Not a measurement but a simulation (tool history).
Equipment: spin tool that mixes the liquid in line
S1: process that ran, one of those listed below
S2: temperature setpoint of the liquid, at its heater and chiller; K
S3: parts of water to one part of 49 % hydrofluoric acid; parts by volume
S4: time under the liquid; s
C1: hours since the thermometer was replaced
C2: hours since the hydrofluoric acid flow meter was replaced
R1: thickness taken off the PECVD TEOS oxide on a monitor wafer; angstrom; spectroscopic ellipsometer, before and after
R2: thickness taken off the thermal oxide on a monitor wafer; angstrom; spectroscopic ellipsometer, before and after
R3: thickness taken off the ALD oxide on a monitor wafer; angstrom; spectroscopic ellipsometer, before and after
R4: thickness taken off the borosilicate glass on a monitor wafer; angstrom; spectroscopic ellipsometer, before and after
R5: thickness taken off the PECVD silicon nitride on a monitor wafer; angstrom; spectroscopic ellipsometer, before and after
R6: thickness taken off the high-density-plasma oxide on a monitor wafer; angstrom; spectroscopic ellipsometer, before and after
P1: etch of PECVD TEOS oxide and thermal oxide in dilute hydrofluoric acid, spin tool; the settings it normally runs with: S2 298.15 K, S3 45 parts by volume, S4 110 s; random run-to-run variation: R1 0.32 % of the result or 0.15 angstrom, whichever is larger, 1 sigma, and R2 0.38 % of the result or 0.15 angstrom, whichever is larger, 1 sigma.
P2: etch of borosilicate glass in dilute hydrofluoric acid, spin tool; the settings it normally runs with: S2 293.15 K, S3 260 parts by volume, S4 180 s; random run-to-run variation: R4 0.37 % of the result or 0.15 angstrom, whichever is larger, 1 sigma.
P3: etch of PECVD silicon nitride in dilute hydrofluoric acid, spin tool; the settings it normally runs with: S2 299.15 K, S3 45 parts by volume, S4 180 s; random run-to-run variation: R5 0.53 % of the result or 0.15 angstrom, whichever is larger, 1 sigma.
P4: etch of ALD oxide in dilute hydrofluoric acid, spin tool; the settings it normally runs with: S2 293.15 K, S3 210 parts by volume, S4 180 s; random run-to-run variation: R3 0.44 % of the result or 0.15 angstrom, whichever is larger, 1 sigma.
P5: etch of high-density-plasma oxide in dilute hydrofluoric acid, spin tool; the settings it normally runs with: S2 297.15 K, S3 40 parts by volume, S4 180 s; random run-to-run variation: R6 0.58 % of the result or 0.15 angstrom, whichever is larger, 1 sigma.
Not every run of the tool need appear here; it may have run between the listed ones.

run	day	S1	S2	S3	S4	C1	C2	R1	R2	R3	R4	R5	R6
1	0.275	P1	298.15	45	110	664.5	1188.1	234.100	124.730				
2	0.412	P4	293.15	210	180	667.8	1191.4			101.9700			
3	0.696	P2	298.65	260	180	674.6	1198.2				128.9900		
4	0.858	P1	298.15	45	110	678.5	1202.1	233.310	124.580				
5	1.133	P4	293.15	210	15	685.1	1208.7			8.4022			
6	1.275	P4	293.15	80	180	688.5	1212.1			310.9900			
7	1.425	P3	299.15	45	355	692.1	1215.7					198.660	
8	1.600	P1	303.65	45	180	696.3	1219.9	475.480	252.910				
9	1.842	P1	298.15	45	110	702.1	1225.7	234.090	123.590				
10	2.050	P1	298.15	45	35	707.1	1230.7	74.661	39.719				
11	2.233	P5	297.15	20	180	711.5	1235.1						508.64
12	2.496	P5	304.65	40	180	717.8	1241.4						341.62
13	2.762	P1	303.15	45	110	724.2	1247.8	284.550	151.400				
14	3.012	P5	297.15	40	180	730.2	1253.8						252.97
15	3.271	P3	299.15	60	180	736.4	1260.0					76.482	
16	3.475	P1	298.15	20	110	741.3	1264.9	544.700	289.310				
17	3.733	P2	293.15	260	180	747.5	1271.1				105.7300		
18	3.892	P2	293.15	260	15	751.3	1274.9				8.8926		
19	4.062	P1	305.65	45	50	755.4	1279.0	142.770	76.316				
20	4.200	P4	298.15	210	180	758.7	1282.3			124.3700			
21	4.450	P1	298.15	45	110	764.7	1288.3	234.110	124.180				
22	4.658	P3	293.15	45	180	769.7	1293.3					67.226	
23	4.900	P3	299.15	45	180	775.5	1299.1					101.350	
24	5.100	P2	293.15	95	180	780.3	1303.9				343.2700		
25	5.292	P1	298.15	45	110	784.9	1308.5	233.310	124.360				
26	5.546	P1	298.15	45	205	791.0	1314.6	437.200	231.640				
27	5.746	P5	297.15	40	335	795.8	1319.4						469.79
28	6.050	P1	290.15	75	110	803.1	1326.7	96.962	51.806				
29	6.325	P1	292.65	45	110	809.7	1333.3	186.610	99.210				
30	6.504	P1	298.15	75	110	814.0	1337.6	134.970	71.837				
31	6.746	P1	298.15	45	110	819.8	1343.4	233.730	123.940				
32	6.938	P1	298.15	45	110	824.4	1348.0	227.580	121.620				
33	7.217	P1	298.15	45	110	831.1	1354.7	222.750	118.970				
34	7.446	P1	298.15	45	110	836.6	1360.2	220.190	117.220				
35	7.621	P1	298.15	45	110	840.8	1364.4	217.950	116.450				
36	7.821	P1	298.15	45	110	845.6	1369.2	216.710	116.380				
37	8.071	P1	298.15	45	110	851.6	1375.2	215.990	114.930				
38	8.329	P1	298.15	45	110	857.8	1381.4	216.460	115.040				
39	8.542	P1	298.15	45	110	862.9	1386.5	215.690	114.490				
40	8.725	P1	298.15	45	110	867.3	1390.9	215.410	113.940				
41	8.946	P1	298.15	45	110	872.6	1396.2	214.050	113.680				
42	9.200	P1	298.15	45	110	878.7	1402.3	214.720	113.370				

The output of P1 has drifted from where it used to be. Each of the 2 causes below, taken at the size shown beside it, accounts for the log equally well:
A: liquid colder than its thermometer reads (K) = 2.13
B: hydrofluoric acid flow below the setpoint (%) = 7.95
Onset of the creep was near day 6.746.

The check runs listed below each take one wafer, and their results are still question marks. Under which run would the listed causes lead to clearly different results?
check 1	9.454	P3	299.15	45	335							?	
check 2	9.454	P5	297.15	20	305								?
check 3	9.454	P2	293.15	140	50						?		
check 4	9.454	P4	293.15	110	20					?			

Expected result of each check under each candidate cause:
check	result	if A	if B
check 1	R5	163.710	174.130
check 2	R6	800.85	805.11
check 3	R4	56.4020	55.8800
check 4	R3	22.1430	22.0230
Distance between the nearest two causes, measured in the result of the check that separates them most: check 1 6.17 %; check 2 0.53 %; check 3 0.93 %; check 4 0.54 %
Check 1 tells the causes apart: in the others they would give nearly the same result.

Then check 1 was run and gave: R5 163.250 angstrom. Which cause is it?

Of the candidate causes, it is A: liquid colder than its thermometer reads (K).

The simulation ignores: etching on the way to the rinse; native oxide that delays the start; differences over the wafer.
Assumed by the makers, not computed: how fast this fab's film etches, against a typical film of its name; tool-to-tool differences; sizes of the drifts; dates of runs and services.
